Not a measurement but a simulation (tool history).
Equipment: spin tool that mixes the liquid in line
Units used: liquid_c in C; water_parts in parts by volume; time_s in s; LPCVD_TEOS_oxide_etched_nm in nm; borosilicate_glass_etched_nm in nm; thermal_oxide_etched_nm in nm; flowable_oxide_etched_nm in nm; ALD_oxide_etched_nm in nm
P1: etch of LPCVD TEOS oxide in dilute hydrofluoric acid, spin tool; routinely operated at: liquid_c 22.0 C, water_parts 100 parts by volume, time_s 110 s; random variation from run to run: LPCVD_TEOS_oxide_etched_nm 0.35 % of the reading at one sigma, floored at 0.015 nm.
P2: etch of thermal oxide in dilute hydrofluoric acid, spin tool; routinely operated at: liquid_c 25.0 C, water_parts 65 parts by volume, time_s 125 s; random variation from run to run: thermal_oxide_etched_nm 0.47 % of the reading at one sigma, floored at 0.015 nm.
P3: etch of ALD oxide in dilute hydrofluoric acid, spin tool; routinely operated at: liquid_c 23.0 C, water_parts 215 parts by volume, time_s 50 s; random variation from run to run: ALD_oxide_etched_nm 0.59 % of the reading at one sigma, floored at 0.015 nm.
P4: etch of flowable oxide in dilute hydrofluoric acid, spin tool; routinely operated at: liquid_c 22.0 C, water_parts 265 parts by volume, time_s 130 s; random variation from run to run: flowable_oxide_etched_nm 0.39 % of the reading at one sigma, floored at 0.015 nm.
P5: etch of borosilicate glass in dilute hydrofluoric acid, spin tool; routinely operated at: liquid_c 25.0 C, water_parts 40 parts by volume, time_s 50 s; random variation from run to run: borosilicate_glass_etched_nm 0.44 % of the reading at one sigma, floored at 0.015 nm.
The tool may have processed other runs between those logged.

| run | day | process | liquid_c | water_parts | time_s | hours since the thermometer was replaced | hours since the hydrofluoric acid flow meter was replaced | LPCVD_TEOS_oxide_etched_nm | borosilicate_glass_etched_nm | thermal_oxide_etched_nm | flowable_oxide_etched_nm | ALD_oxide_etched_nm |
|---|---|---|---|---|---|---|---|---|---|---|---|---|
| 1 | 0.796 | P1 | 22.0 | 100 | 110 | 542.4 | 529.4 | 30.4400 |  |  |  |  |
| 2 | 1.183 | P5 | 30.5 | 40 | 50 | 551.7 | 538.7 |  | 40.638 |  |  |  |
| 3 | 1.746 | P2 | 25.0 | 65 | 195 | 565.2 | 552.2 |  |  | 14.2760 |  |  |
| 4 | 2.308 | P1 | 22.0 | 100 | 110 | 578.7 | 565.7 | 30.5250 |  |  |  |  |
| 5 | 3.054 | P5 | 25.0 | 40 | 85 | 596.6 | 583.6 |  | 55.664 |  |  |  |
| 6 | 3.554 | P4 | 22.0 | 455 | 130 | 608.6 | 595.6 |  |  |  | 5.3746 |  |
| 7 | 4.233 | P1 | 29.5 | 100 | 110 | 624.9 | 611.9 | 40.6520 |  |  |  |  |
| 8 | 4.617 | P3 | 17.0 | 215 | 50 | 634.1 | 621.1 |  |  |  |  | 3.6261 |
| 9 | 5.150 | P4 | 22.0 | 265 | 130 | 646.9 | 633.9 |  |  |  | 10.8930 |  |
| 10 | 5.829 | P4 | 22.0 | 265 | 130 | 663.2 | 650.2 |  |  |  | 10.8870 |  |
| 11 | 6.529 | P2 | 25.0 | 65 | 125 | 680.0 | 667.0 |  |  | 9.0537 |  |  |
| 12 | 7.300 | P5 | 25.0 | 70 | 50 | 698.5 | 685.5 |  | 18.043 |  |  |  |
| 13 | 7.971 | P2 | 31.0 | 65 | 125 | 714.6 | 701.6 |  |  | 11.4510 |  |  |
| 14 | 8.692 | P1 | 22.0 | 55 | 110 | 731.9 | 718.9 | 58.4660 |  |  |  |  |
| 15 | 9.112 | P1 | 22.0 | 100 | 110 | 742.0 | 729.0 | 30.4990 |  |  |  |  |
| 16 | 9.896 | P1 | 17.0 | 100 | 110 | 760.8 | 747.8 | 24.6990 |  |  |  |  |
| 17 | 10.688 | P1 | 22.0 | 100 | 190 | 779.8 | 766.8 | 52.6340 |  |  |  |  |
| 18 | 11.329 | P3 | 23.0 | 215 | 50 | 795.2 | 782.2 |  |  |  |  | 4.5292 |
| 19 | 11.675 | P2 | 25.0 | 110 | 125 | 803.5 | 790.5 |  |  | 5.0307 |  |  |
| 20 | 12.217 | P4 | 30.0 | 265 | 130 | 816.5 | 803.5 |  |  |  | 14.2720 |  |
| 21 | 12.850 | P5 | 25.0 | 40 | 50 | 831.7 | 818.7 |  | 32.596 |  |  |  |
| 22 | 13.362 | P3 | 23.0 | 30 | 50 | 844.0 | 831.0 |  |  |  |  | 40.5870 |
| 23 | 13.767 | P1 | 22.0 | 155 | 110 | 853.7 | 840.7 | 18.5390 |  |  |  |  |
| 24 | 14.400 | P1 | 22.0 | 175 | 15 | 868.9 | 855.9 | 2.1807 |  |  |  |  |
| 25 | 14.838 | P1 | 22.0 | 100 | 20 | 879.4 | 866.4 | 5.5480 |  |  |  |  |
| 26 | 15.488 | P3 | 23.0 | 215 | 50 | 895.0 | 882.0 |  |  |  |  | 4.5873 |
| 27 | 16.288 | P1 | 22.0 | 100 | 110 | 914.2 | 901.2 | 30.4400 |  |  |  |  |
| 28 | 17.038 | P4 | 22.0 | 265 | 40 | 932.2 | 919.2 |  |  |  | 3.3377 |  |
| 29 | 17.492 | P3 | 23.0 | 215 | 90 | 943.1 | 930.1 |  |  |  |  | 8.1680 |
| 30 | 18.029 | P1 | 22.0 | 100 | 110 | 956.0 | 943.0 | 30.5570 |  |  |  |  |
| 31 | 18.812 | P1 | 22.0 | 100 | 110 | 974.8 | 961.8 | 31.5230 |  |  |  |  |
| 32 | 19.596 | P1 | 22.0 | 100 | 110 | 993.6 | 980.6 | 32.1080 |  |  |  |  |
| 33 | 20.392 | P1 | 22.0 | 100 | 110 | 1012.7 | 999.7 | 32.7050 |  |  |  |  |
| 34 | 20.962 | P1 | 22.0 | 100 | 110 | 1026.4 | 1013.4 | 32.9640 |  |  |  |  |
| 35 | 21.662 | P1 | 22.0 | 100 | 110 | 1043.2 | 1030.2 | 33.0710 |  |  |  |  |
| 36 | 22.425 | P1 | 22.0 | 100 | 110 | 1061.5 | 1048.5 | 33.1210 |  |  |  |  |
| 37 | 22.992 | P1 | 22.0 | 100 | 110 | 1075.1 | 1062.1 | 33.0720 |  |  |  |  |
| 38 | 23.358 | P1 | 22.0 | 100 | 110 | 1083.9 | 1070.9 | 33.1860 |  |  |  |  |
| 39 | 23.775 | P1 | 22.0 | 100 | 110 | 1093.9 | 1080.9 | 33.4680 |  |  |  |  |
| 40 | 24.404 | P1 | 22.0 | 100 | 110 | 1109.0 | 1096.0 | 33.2720 |  |  |  |  |
| 41 | 24.796 | P1 | 22.0 | 100 | 110 | 1118.4 | 1105.4 | 33.4170 |  |  |  |  |

P1 has crept away from where it was. The log is fitted equally well by each of these 2 causes, at the sizes shown:
A: hydrofluoric acid flow above the setpoint (%) = 8.34
B: liquid hotter than its thermometer reads (K) = 2.24
Onset of the creep was near day 18.029.

Question marks stand in for the results of the 4 check runs listed below, each run on one wafer. Under which run would the listed causes show clearly different results?
| check 1 | 25.188 | P5 | 25.0 | 70 | 75 |  |  |  | ? |  |  |  |
| check 2 | 25.188 | P2 | 25.0 | 105 | 190 |  |  |  |  | ? |  |  |
| check 3 | 25.188 | P3 | 23.0 | 55 | 90 |  |  |  |  |  |  | ? |
| check 4 | 25.188 | P4 | 29.5 | 265 | 130 |  |  |  |  |  | ? |  |

What every check run would give for each of its results, assuming each possible cause in turn:
| check | result | if A | if B |
|---|---|---|---|
| check 1 | borosilicate_glass_etched_nm | 29.342 | 29.397 |
| check 2 | thermal_oxide_etched_nm | 8.8825 | 8.8514 |
| check 3 | ALD_oxide_etched_nm | 42.1420 | 42.4060 |
| check 4 | flowable_oxide_etched_nm | 15.6220 | 15.1590 |
Smallest distance between any two causes, each pair judged by its most separating result, in per cent: check 1 0.19 %; check 2 0.35 %; check 3 0.63 %; check 4 3.01 %
The causes can be told apart only by check 4. The other checks would give nearly the same results under each of them.

Then check 4 was run and gave: flowable_oxide_etched_nm 15.1440 nm. Which cause is it?

Of the candidate causes, it is B: liquid hotter than its thermometer reads (K).

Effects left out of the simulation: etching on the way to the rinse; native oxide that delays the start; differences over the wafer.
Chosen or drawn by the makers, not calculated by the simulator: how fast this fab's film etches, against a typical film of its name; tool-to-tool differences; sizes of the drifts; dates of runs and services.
